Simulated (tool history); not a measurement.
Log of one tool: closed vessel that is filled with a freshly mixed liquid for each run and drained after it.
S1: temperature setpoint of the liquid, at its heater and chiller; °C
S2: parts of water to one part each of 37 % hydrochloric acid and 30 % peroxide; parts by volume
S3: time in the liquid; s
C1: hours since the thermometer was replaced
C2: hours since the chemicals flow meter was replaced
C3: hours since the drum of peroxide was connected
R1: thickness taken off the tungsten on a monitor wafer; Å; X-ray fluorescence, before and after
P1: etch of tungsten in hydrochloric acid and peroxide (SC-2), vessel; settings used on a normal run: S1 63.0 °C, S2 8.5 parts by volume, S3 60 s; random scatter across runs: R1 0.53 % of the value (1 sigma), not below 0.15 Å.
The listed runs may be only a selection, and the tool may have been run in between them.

run 1 hour=16.7 | S1=63.0 S2=8.5 S3=60 | C1=1169.1 C2=280.0 C3=108.1 | R1=384.260
run 2 hour=32.6 | S1=72.0 S2=13.5 S3=60 | C1=1185.0 C2=295.9 C3=124.0 | R1=443.980
run 3 hour=49.4 | S1=63.0 S2=4.0 S3=60 | C1=1201.8 C2=312.7 C3=140.8 | R1=672.390
run 4 hour=63.4 | S1=63.0 S2=8.5 S3=60 | C1=1215.8 C2=326.7 C3=154.8 | R1=383.010
run 5 hour=72.7 | S1=47.5 S2=8.5 S3=60 | C1=1225.1 C2=336.0 C3=164.1 | R1=141.400
-- hour=82.7 chemicals flow meter replaced
run 6 hour=90.6 | S1=72.0 S2=8.5 S3=60 | C1=1243.0 C2=7.9 C3=182.0 | R1=660.690
run 7 hour=108.6 | S1=63.0 S2=8.5 S3=60 | C1=1261.0 C2=25.9 C3=200.0 | R1=381.330
run 8 hour=122.1 | S1=63.0 S2=8.5 S3=60 | C1=1274.5 C2=39.4 C3=213.5 | R1=382.370
run 9 hour=134.8 | S1=63.0 S2=14.0 S3=60 | C1=1287.2 C2=52.1 C3=226.2 | R1=253.060
run 10 hour=150.4 | S1=63.0 S2=8.5 S3=115 | C1=1302.8 C2=67.7 C3=241.8 | R1=736.570
run 11 hour=167.5 | S1=63.0 S2=8.5 S3=30 | C1=1319.9 C2=84.8 C3=258.9 | R1=192.730
run 12 hour=185.5 | S1=63.0 S2=8.5 S3=60 | C1=1337.9 C2=102.8 C3=276.9 | R1=384.440
run 13 hour=203.3 | S1=63.0 S2=8.5 S3=60 | C1=1355.7 C2=120.6 C3=294.7 | R1=388.020
run 14 hour=213.7 | S1=63.0 S2=8.5 S3=60 | C1=1366.1 C2=131.0 C3=305.1 | R1=382.940
run 15 hour=229.5 | S1=52.5 S2=8.5 S3=30 | C1=1381.9 C2=146.8 C3=320.9 | R1=98.231
run 16 hour=245.5 | S1=63.0 S2=8.5 S3=60 | C1=1397.9 C2=162.8 C3=336.9 | R1=383.270
run 17 hour=258.8 | S1=63.0 S2=8.5 S3=60 | C1=1411.2 C2=176.1 C3=350.2 | R1=394.730
run 18 hour=269.9 | S1=63.0 S2=8.5 S3=60 | C1=1422.3 C2=187.2 C3=361.3 | R1=398.790
run 19 hour=281.4 | S1=63.0 S2=8.5 S3=60 | C1=1433.8 C2=198.7 C3=372.8 | R1=407.970
run 20 hour=297.7 | S1=63.0 S2=8.5 S3=60 | C1=1450.1 C2=215.0 C3=389.1 | R1=407.450
run 21 hour=306.3 | S1=63.0 S2=8.5 S3=60 | C1=1458.7 C2=223.6 C3=397.7 | R1=415.760
run 22 hour=321.1 | S1=63.0 S2=8.5 S3=60 | C1=1473.5 C2=238.4 C3=412.5 | R1=409.950
run 23 hour=333.0 | S1=63.0 S2=8.5 S3=60 | C1=1485.4 C2=250.3 C3=424.4 | R1=418.720
run 24 hour=349.6 | S1=63.0 S2=8.5 S3=60 | C1=1502.0 C2=266.9 C3=441.0 | R1=420.560
run 25 hour=360.9 | S1=63.0 S2=8.5 S3=60 | C1=1513.3 C2=278.2 C3=452.3 | R1=419.590
run 26 hour=372.2 | S1=63.0 S2=8.5 S3=60 | C1=1524.6 C2=289.5 C3=463.6 | R1=416.390

Compared with where it was, what P1 gives has crept away. Each cause listed below fits the log as well as the rest, at the size given for it:
A: liquid hotter than its thermometer reads (K) = 1.34
B: chemicals flow above the setpoint (%) = 10.8
The gradual shift began around hour 245.5.
Ruled out, with reasons:
peroxide weaker than its label (%): cannot exceed 8; that much would move R1 by -7.3 %, which falls short of the creep or goes against it

You are offered 4 check runs, listed below with question marks in place of their results; each one averages 5 wafers. Which run separates the listed causes by giving clearly different results for each?
run check 1 hour=383.5 | S1=51.0 S2=4.0 S3=60 | R1=?
run check 2 hour=383.5 | S1=63.0 S2=12.0 S3=85 | R1=?
run check 3 hour=383.5 | S1=72.0 S2=8.5 S3=60 | R1=?
run check 4 hour=383.5 | S1=55.0 S2=8.5 S3=115 | R1=?

Outcome of each check run for each possible cause:
check=check_1 result=R1 if_A=341.090 if_B=333.930
check=check_2 result=R1 if_A=443.090 if_B=445.320
check=check_3 result=R1 if_A=712.680 if_B=715.700
check=check_4 result=R1 if_A=484.350 if_B=482.400
Gap, in per cent, between the two causes that each check separates least, read from the result that separates them most: check 1 2.12 %; check 2 0.5 %; check 3 0.42 %; check 4 0.4 %
The causes can be told apart only by check 1. The other checks would give nearly the same results under each of them.

Then check 1 was run and gave: R1 340.840 Å. Which cause is it?

It was cause A: liquid hotter than its thermometer reads (K).
